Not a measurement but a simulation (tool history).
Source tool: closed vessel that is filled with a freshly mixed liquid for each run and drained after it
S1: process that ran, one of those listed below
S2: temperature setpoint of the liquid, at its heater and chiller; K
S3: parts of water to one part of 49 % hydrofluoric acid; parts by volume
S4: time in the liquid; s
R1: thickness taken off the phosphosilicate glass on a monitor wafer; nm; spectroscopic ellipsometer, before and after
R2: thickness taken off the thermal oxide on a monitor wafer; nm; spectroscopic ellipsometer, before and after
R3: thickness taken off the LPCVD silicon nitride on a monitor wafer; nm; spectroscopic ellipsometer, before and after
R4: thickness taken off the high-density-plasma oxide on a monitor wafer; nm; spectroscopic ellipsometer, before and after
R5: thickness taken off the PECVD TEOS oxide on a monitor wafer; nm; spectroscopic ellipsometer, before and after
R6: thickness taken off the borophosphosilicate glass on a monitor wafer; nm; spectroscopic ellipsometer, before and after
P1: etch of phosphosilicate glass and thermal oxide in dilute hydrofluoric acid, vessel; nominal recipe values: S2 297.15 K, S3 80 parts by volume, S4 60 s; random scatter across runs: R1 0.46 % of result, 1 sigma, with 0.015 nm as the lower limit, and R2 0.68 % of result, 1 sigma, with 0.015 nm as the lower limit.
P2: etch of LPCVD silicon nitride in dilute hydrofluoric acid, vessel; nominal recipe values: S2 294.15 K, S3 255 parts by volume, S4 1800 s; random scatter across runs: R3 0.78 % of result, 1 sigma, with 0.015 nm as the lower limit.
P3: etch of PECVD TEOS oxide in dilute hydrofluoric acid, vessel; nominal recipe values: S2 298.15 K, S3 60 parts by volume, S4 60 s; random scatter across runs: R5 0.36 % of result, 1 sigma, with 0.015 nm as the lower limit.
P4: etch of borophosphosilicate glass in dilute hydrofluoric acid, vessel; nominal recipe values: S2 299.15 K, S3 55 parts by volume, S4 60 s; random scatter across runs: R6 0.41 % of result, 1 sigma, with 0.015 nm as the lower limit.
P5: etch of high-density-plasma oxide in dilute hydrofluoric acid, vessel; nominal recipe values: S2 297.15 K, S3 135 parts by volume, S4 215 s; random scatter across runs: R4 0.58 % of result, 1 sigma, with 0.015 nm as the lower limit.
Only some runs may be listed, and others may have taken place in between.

run 1 day=0.388 | S1=P1 S2=297.15 S3=80 S4=60 | R1=83.823 R2=3.7219
run 2 day=0.729 | S1=P2 S2=294.15 S3=255 S4=60 | R3=0.10738
run 3 day=1.321 | S1=P1 S2=297.15 S3=80 S4=60 | R1=83.247 R2=3.7548
run 4 day=1.929 | S1=P5 S2=292.65 S3=135 S4=215 | R4=8.3747
run 5 day=2.483 | S1=P1 S2=297.15 S3=45 S4=60 | R1=157.19 R2=6.9771
run 6 day=2.925 | S1=P3 S2=298.15 S3=60 S4=60 | R5=10.069
run 7 day=3.508 | S1=P5 S2=297.15 S3=135 S4=395 | R4=18.471
run 8 day=3.975 | S1=P2 S2=294.15 S3=430 S4=1800 | R3=2.0224
run 9 day=4.55 | S1=P4 S2=299.15 S3=55 S4=60 | R6=68.711
run 10 day=4.875 | S1=P4 S2=299.15 S3=20 S4=60 | R6=198.64
run 11 day=5.258 | S1=P1 S2=297.15 S3=140 S4=60 | R1=44.537 R2=2.0101
run 12 day=5.742 | S1=P3 S2=305.65 S3=60 S4=60 | R5=13.517
run 13 day=6.104 | S1=P3 S2=298.15 S3=60 S4=30 | R5=5.0354
run 14 day=6.533 | S1=P5 S2=297.15 S3=220 S4=215 | R4=5.5981
run 15 day=6.892 | S1=P1 S2=300.65 S3=120 S4=60 | R1=60.996 R2=2.7516
run 16 day=7.175 | S1=P1 S2=297.15 S3=80 S4=60 | R1=83.792 R2=3.6949
run 17 day=7.575 | S1=P1 S2=297.15 S3=80 S4=60 | R1=83.583 R2=3.7024
run 18 day=8 | S1=P4 S2=299.15 S3=55 S4=30 | R6=34.472
run 19 day=8.438 | S1=P1 S2=304.65 S3=80 S4=60 | R1=112.7 R2=4.9728
run 20 day=8.825 | S1=P3 S2=298.15 S3=90 S4=60 | R5=6.4766
run 21 day=9.25 | S1=P1 S2=297.15 S3=80 S4=60 | R1=83.766 R2=3.7883
run 22 day=9.729 | S1=P4 S2=291.15 S3=55 S4=60 | R6=49.265
run 23 day=10.221 | S1=P1 S2=297.15 S3=80 S4=30 | R1=42.148 R2=1.8579
run 24 day=10.667 | S1=P5 S2=297.15 S3=135 S4=215 | R4=10.006
run 25 day=10.962 | S1=P1 S2=297.15 S3=80 S4=60 | R1=84.391 R2=3.6924
run 26 day=11.362 | S1=P1 S2=297.15 S3=80 S4=110 | R1=154.94 R2=6.7974
run 27 day=11.783 | S1=P2 S2=294.15 S3=255 S4=1800 | R3=3.3413
run 28 day=12.308 | S1=P4 S2=299.15 S3=55 S4=60 | R6=68.836
run 29 day=12.721 | S1=P1 S2=291.65 S3=80 S4=60 | R1=66.363 R2=2.9697
run 30 day=13.138 | S1=P2 S2=290.15 S3=255 S4=1800 | R3=2.5968
run 31 day=13.721 | S1=P1 S2=297.15 S3=80 S4=60 | R1=84.136 R2=3.7407
run 32 day=14.183 | S1=P1 S2=297.15 S3=80 S4=60 | R1=81.368 R2=3.5597
run 33 day=14.588 | S1=P1 S2=297.15 S3=80 S4=60 | R1=80.548 R2=3.5996
run 34 day=15.004 | S1=P1 S2=297.15 S3=80 S4=60 | R1=79.793 R2=3.5453
run 35 day=15.417 | S1=P1 S2=297.15 S3=80 S4=60 | R1=79.328 R2=3.4725
run 36 day=16.008 | S1=P1 S2=297.15 S3=80 S4=60 | R1=78.459 R2=3.5389
run 37 day=16.325 | S1=P1 S2=297.15 S3=80 S4=60 | R1=79.224 R2=3.4784
run 38 day=16.683 | S1=P1 S2=297.15 S3=80 S4=60 | R1=78.974 R2=3.493
run 39 day=17.079 | S1=P1 S2=297.15 S3=80 S4=60 | R1=78.431 R2=3.4704

What P1 gives has crept off from where it sat before. The 2 causes that follow fit the log equally well, each at the size noted:
A: liquid colder than its thermometer reads (K) = 1.64
B: hydrofluoric acid flow below the setpoint (%) = 5.83
The onset of the drift is placed at about day 13.721.

Which of the check runs below tells the causes apart, meaning the causes would give it clearly different results? Each run uses 2 wafers whose results are averaged, and each result is shown as a question mark.
run check 1 day=17.475 | S1=P3 S2=298.15 S3=60 S4=60 | R5=?
run check 2 day=17.475 | S1=P2 S2=294.15 S3=255 S4=1800 | R3=?
run check 3 day=17.475 | S1=P4 S2=299.15 S3=55 S4=60 | R6=?
run check 4 day=17.475 | S1=P5 S2=297.15 S3=135 S4=215 | R4=?

What every check run would give for each of its results, assuming each possible cause in turn:
check=check_1 result=R5 if_A=9.4301 if_B=9.4481
check=check_2 result=R3 if_A=3.0156 if_B=3.1607
check=check_3 result=R6 if_A=64.629 if_B=64.741
check=check_4 result=R4 if_A=9.4166 if_B=9.3611
Smallest distance between any two causes, each pair judged by its most separating result, in per cent: check 1 0.19 %; check 2 4.7 %; check 3 0.17 %; check 4 0.59 %
Check 2 distinguishes between the causes, while the remaining checks would return nearly the same result for all of them.

Running check 2 produced the following: R3 3.0037 nm. Which one of the listed causes fits?

It is A: liquid colder than its thermometer reads (K).
